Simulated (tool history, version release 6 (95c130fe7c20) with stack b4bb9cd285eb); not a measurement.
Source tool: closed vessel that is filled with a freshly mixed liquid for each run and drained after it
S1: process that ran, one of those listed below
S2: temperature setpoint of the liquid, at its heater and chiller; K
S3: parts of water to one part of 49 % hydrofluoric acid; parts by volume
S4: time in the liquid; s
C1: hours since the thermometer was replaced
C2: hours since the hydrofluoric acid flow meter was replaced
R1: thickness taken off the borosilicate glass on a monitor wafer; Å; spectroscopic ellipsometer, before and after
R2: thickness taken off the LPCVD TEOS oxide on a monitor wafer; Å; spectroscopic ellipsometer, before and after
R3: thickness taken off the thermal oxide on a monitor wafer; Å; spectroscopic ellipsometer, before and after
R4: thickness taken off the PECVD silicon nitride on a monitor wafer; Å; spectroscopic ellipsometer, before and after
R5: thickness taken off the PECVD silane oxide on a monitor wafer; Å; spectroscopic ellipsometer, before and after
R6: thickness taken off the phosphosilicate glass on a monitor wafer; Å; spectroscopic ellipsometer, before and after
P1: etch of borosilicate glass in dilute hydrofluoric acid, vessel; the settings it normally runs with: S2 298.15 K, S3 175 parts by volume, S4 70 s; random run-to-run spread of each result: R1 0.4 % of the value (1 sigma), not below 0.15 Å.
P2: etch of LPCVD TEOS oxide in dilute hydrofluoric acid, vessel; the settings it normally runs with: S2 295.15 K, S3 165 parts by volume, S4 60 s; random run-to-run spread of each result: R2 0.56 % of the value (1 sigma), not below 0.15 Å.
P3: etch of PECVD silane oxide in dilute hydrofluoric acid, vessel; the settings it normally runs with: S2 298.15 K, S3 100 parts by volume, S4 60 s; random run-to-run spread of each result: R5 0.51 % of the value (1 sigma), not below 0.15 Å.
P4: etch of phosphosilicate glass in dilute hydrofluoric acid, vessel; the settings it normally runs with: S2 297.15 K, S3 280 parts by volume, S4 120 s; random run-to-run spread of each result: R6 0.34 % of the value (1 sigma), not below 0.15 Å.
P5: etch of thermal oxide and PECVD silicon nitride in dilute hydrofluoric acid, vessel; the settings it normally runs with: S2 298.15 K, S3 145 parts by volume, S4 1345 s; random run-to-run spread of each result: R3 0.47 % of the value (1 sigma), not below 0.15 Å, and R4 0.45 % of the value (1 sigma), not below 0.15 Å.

run,hour,S1,S2,S3,S4,C1,C2,R1,R2,R3,R4,R5,R6
1,13.5,P1,298.15,175,70,757.0,714.7,204.00,,,,,
2,26.0,P1,291.15,175,70,769.5,727.2,155.50,,,,,
3,38.0,P1,298.15,175,40,781.5,739.2,116.41,,,,,
4,51.1,P2,295.15,165,60,794.6,752.3,,95.250,,,,
5,62.2,P5,298.15,145,1345,805.7,763.4,,,434.09,311.21,,
6,78.9,P1,298.15,175,120,822.4,780.1,350.37,,,,,
7,89.3,P1,305.15,175,70,832.8,790.5,261.38,,,,,
8,106.6,P3,298.15,100,60,850.1,807.8,,,,,327.14,
9,122.1,P1,298.15,110,100,865.6,823.3,504.50,,,,,
10,130.8,P4,297.15,280,120,874.3,832.0,,,,,,480.83
11,141.8,P5,298.15,145,705,885.3,843.0,,,227.49,163.72,,
12,154.1,P1,298.15,175,70,897.6,855.3,204.08,,,,,
13,171.0,P2,295.15,165,30,914.5,872.2,,47.236,,,,
14,188.1,P4,297.15,400,120,931.6,889.3,,,,,,299.89
15,199.4,P2,290.15,165,60,942.9,900.6,,78.070,,,,
16,210.9,P2,295.15,280,60,954.4,912.1,,49.603,,,,
17,224.8,P1,298.15,95,30,968.3,926.0,178.46,,,,,
18,233.2,P1,298.15,35,70,976.7,934.4,1219.00,,,,,
# hour 246.7: thermometer replaced
19,250.1,P1,298.15,175,70,3.4,951.3,203.94,,,,,
20,264.7,P4,290.15,280,120,18.0,965.9,,,,,,371.60
21,276.3,P5,301.65,145,1345,29.6,977.5,,,493.22,388.07,,
22,291.7,P4,297.15,280,30,45.0,992.9,,,,,,120.28
23,301.1,P5,298.15,235,1345,54.4,1002.3,,,241.61,191.55,,
24,313.5,P3,298.15,55,60,66.8,1014.7,,,,,627.47,
25,324.6,P1,294.15,40,70,77.9,1025.8,889.15,,,,,
26,341.3,P1,298.15,175,70,94.6,1042.5,203.98,,,,,
27,357.9,P1,298.15,255,70,111.2,1059.1,128.25,,,,,
28,368.3,P3,304.15,100,60,121.6,1069.5,,,,,407.87,
29,384.0,P3,298.15,100,30,137.3,1085.2,,,,,162.45,
30,397.2,P3,298.15,100,60,150.5,1098.4,,,,,323.64,
31,406.0,P1,298.15,175,70,159.3,1107.2,204.80,,,,,
32,418.9,P1,298.15,175,70,172.2,1120.1,209.87,,,,,
33,428.8,P1,298.15,175,70,182.1,1130.0,211.18,,,,,
34,437.5,P1,298.15,175,70,190.8,1138.7,214.01,,,,,
35,445.5,P1,298.15,175,70,198.8,1146.7,215.45,,,,,
36,454.5,P1,298.15,175,70,207.8,1155.7,214.84,,,,,
37,472.2,P1,298.15,175,70,225.5,1173.4,216.21,,,,,

Something has made what P1 gives creep away from where it was; the 2 causes below, each at its own stated size, fit the log equally well:
A: hydrofluoric acid flow above the setpoint (%) = 4.45
B: liquid hotter than its thermometer reads (K) = 1.41
The onset of the drift is placed at about hour 406.0.

Below are 4 check runs, each on a single wafer, with their results shown as question marks. Which of them would tell the listed causes apart, meaning the causes would give clearly different results under it?
check 1,489.9,P4,297.15,280,120,,,,,,,,?
check 2,489.9,P2,295.15,165,60,,,,?,,,,
check 3,489.9,P3,298.15,100,60,,,,,,,?,
check 4,489.9,P5,298.15,145,1345,,,,,?,?,,

What each check would give under each cause:
check,result,if A,if B
check 1,R6,507.13,503.95
check 2,R2,100.210,100.510
check 3,R5,341.13,343.21
check 4,R3,457.41,458.47
check 4,R4,325.59,341.10
Per check, the gap between the least separated pair of causes, taken in the result that splits them most: check 1 0.63 %; check 2 0.3 %; check 3 0.61 %; check 4 4.66 %
Only in check 4 would the causes give clearly different results; in the remaining checks their results would be nearly the same.

Here is what check 4 returned: R3 455.97 Å; R4 328.54 Å. Which cause is it?

The cause is A: hydrofluoric acid flow above the setpoint (%).

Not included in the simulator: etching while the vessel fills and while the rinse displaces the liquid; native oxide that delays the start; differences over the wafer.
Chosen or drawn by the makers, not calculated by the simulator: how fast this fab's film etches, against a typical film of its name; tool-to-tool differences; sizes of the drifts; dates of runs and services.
